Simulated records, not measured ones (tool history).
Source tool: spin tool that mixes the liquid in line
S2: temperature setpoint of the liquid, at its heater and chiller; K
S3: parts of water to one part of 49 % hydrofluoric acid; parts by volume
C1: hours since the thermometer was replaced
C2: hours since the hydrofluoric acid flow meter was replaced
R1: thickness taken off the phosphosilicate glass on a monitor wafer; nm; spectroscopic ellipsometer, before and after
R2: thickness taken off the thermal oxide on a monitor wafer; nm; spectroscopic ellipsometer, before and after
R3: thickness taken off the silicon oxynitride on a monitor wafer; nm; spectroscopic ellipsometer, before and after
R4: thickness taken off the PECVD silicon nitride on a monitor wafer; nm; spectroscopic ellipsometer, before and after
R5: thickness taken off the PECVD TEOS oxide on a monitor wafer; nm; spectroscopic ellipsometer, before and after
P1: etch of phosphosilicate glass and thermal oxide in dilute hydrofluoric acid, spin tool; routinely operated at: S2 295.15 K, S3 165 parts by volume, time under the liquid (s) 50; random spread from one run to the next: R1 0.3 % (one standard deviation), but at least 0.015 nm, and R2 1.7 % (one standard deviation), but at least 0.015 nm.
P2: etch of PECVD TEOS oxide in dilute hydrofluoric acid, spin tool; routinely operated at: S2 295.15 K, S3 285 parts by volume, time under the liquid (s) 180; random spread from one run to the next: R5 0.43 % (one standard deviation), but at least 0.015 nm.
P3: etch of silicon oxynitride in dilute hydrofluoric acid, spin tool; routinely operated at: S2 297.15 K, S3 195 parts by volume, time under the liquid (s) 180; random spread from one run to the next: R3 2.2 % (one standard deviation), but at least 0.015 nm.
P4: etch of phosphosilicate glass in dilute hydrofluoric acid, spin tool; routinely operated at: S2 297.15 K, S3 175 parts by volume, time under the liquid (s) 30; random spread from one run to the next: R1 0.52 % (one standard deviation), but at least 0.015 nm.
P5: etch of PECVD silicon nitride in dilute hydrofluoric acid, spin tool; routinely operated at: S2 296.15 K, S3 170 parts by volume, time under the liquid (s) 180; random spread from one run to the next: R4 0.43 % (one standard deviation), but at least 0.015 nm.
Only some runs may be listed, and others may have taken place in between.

run 1 hour=14.7 | process_that_ran=P1 S2=295.15 S3=165 time_under_the_liquid_(s)=50 | C1=207.2 C2=585.2 | R1=15.901 R2=1.2391
run 2 hour=24.7 | process_that_ran=P1 S2=298.65 S3=165 time_under_the_liquid_(s)=50 | C1=217.2 C2=595.2 | R1=18.197 R2=1.4199
run 3 hour=38.7 | process_that_ran=P3 S2=293.15 S3=195 time_under_the_liquid_(s)=180 | C1=231.2 C2=609.2 | R3=1.0496
run 4 hour=45.7 | process_that_ran=P4 S2=292.15 S3=175 time_under_the_liquid_(s)=30 | C1=238.2 C2=616.2 | R1=7.5668
run 5 hour=60.4 | process_that_ran=P1 S2=295.15 S3=165 time_under_the_liquid_(s)=50 | C1=252.9 C2=630.9 | R1=15.966 R2=1.219
run 6 hour=74.5 | process_that_ran=P5 S2=296.15 S3=265 time_under_the_liquid_(s)=180 | C1=267 C2=645 | R4=3.7522
run 7 hour=90.3 | process_that_ran=P1 S2=295.15 S3=295 time_under_the_liquid_(s)=50 | C1=282.8 C2=660.8 | R1=7.867 R2=0.60836
run 8 hour=100.1 | process_that_ran=P1 S2=290.15 S3=165 time_under_the_liquid_(s)=30 | C1=292.6 C2=670.6 | R1=7.834 R2=0.5883
run 9 hour=114.7 | process_that_ran=P1 S2=295.15 S3=165 time_under_the_liquid_(s)=50 | C1=307.2 C2=685.2 | R1=15.978 R2=1.256
run 10 hour=127.9 | process_that_ran=P1 S2=295.15 S3=165 time_under_the_liquid_(s)=15 | C1=320.4 C2=698.4 | R1=4.7654 R2=0.35201
run 11 hour=143.2 | process_that_ran=P2 S2=295.15 S3=285 time_under_the_liquid_(s)=180 | C1=335.7 C2=713.7 | R5=12.607
run 12 hour=158.3 | process_that_ran=P1 S2=295.15 S3=165 time_under_the_liquid_(s)=50 | C1=350.8 C2=728.8 | R1=15.899 R2=1.2548
run 13 hour=171.5 | process_that_ran=P3 S2=297.15 S3=280 time_under_the_liquid_(s)=180 | C1=364 C2=742 | R3=0.8781
run 14 hour=183.5 | process_that_ran=P5 S2=296.15 S3=170 time_under_the_liquid_(s)=180 | C1=376 C2=754 | R4=5.7682
-- hour=185.5 hydrofluoric acid flow meter replaced
run 15 hour=192.5 | process_that_ran=P2 S2=295.15 S3=285 time_under_the_liquid_(s)=305 | C1=385 C2=7 | R5=21.515
run 16 hour=204 | process_that_ran=P1 S2=295.15 S3=165 time_under_the_liquid_(s)=50 | C1=396.5 C2=18.5 | R1=16.077 R2=1.2303
run 17 hour=217.2 | process_that_ran=P1 S2=290.15 S3=165 time_under_the_liquid_(s)=50 | C1=409.7 C2=31.7 | R1=13.143 R2=1.0361
run 18 hour=230.7 | process_that_ran=P5 S2=296.15 S3=170 time_under_the_liquid_(s)=180 | C1=423.2 C2=45.2 | R4=5.8061
run 19 hour=243.2 | process_that_ran=P4 S2=297.15 S3=175 time_under_the_liquid_(s)=55 | C1=435.7 C2=57.7 | R1=16.836
run 20 hour=251 | process_that_ran=P5 S2=296.15 S3=170 time_under_the_liquid_(s)=260 | C1=443.5 C2=65.5 | R4=8.3164
run 21 hour=262.3 | process_that_ran=P1 S2=295.15 S3=40 time_under_the_liquid_(s)=50 | C1=454.8 C2=76.8 | R1=76.32 R2=5.7882
run 22 hour=276.3 | process_that_ran=P3 S2=297.15 S3=195 time_under_the_liquid_(s)=80 | C1=468.8 C2=90.8 | R3=0.54272
run 23 hour=289.5 | process_that_ran=P1 S2=295.15 S3=165 time_under_the_liquid_(s)=80 | C1=482 C2=104 | R1=25.445 R2=1.9211
run 24 hour=298.3 | process_that_ran=P5 S2=304.65 S3=170 time_under_the_liquid_(s)=180 | C1=490.8 C2=112.8 | R4=9.763
run 25 hour=310.7 | process_that_ran=P4 S2=297.15 S3=175 time_under_the_liquid_(s)=30 | C1=503.2 C2=125.2 | R1=9.2464
run 26 hour=324.2 | process_that_ran=P2 S2=295.15 S3=460 time_under_the_liquid_(s)=180 | C1=516.7 C2=138.7 | R5=6.6941
run 27 hour=338 | process_that_ran=P3 S2=297.15 S3=195 time_under_the_liquid_(s)=180 | C1=530.5 C2=152.5 | R3=1.2046
run 28 hour=350.6 | process_that_ran=P2 S2=302.65 S3=285 time_under_the_liquid_(s)=180 | C1=543.1 C2=165.1 | R5=16.437
run 29 hour=357.6 | process_that_ran=P3 S2=297.15 S3=195 time_under_the_liquid_(s)=180 | C1=550.1 C2=172.1 | R3=1.2479
run 30 hour=367.3 | process_that_ran=P1 S2=295.15 S3=105 time_under_the_liquid_(s)=20 | C1=559.8 C2=181.8 | R1=10.676 R2=0.8518
run 31 hour=375 | process_that_ran=P2 S2=295.15 S3=285 time_under_the_liquid_(s)=180 | C1=567.5 C2=189.5 | R5=12.688
run 32 hour=389.4 | process_that_ran=P4 S2=297.15 S3=100 time_under_the_liquid_(s)=30 | C1=581.9 C2=203.9 | R1=17.464
run 33 hour=396.8 | process_that_ran=P1 S2=295.15 S3=165 time_under_the_liquid_(s)=50 | C1=589.3 C2=211.3 | R1=15.944 R2=1.2451
run 34 hour=407.1 | process_that_ran=P1 S2=295.15 S3=165 time_under_the_liquid_(s)=50 | C1=599.6 C2=221.6 | R1=15.658 R2=1.2115

Run 35 comes next. What will it give?
run 35 hour=417.4 | process_that_ran=P1 S2=295.15 S3=165 time_under_the_liquid_(s)=50 | C1=609.9 C2=231.9 | R1=? R2=?

For run 35 the tool returned R1 15.315 nm, R2 1.1642 nm.
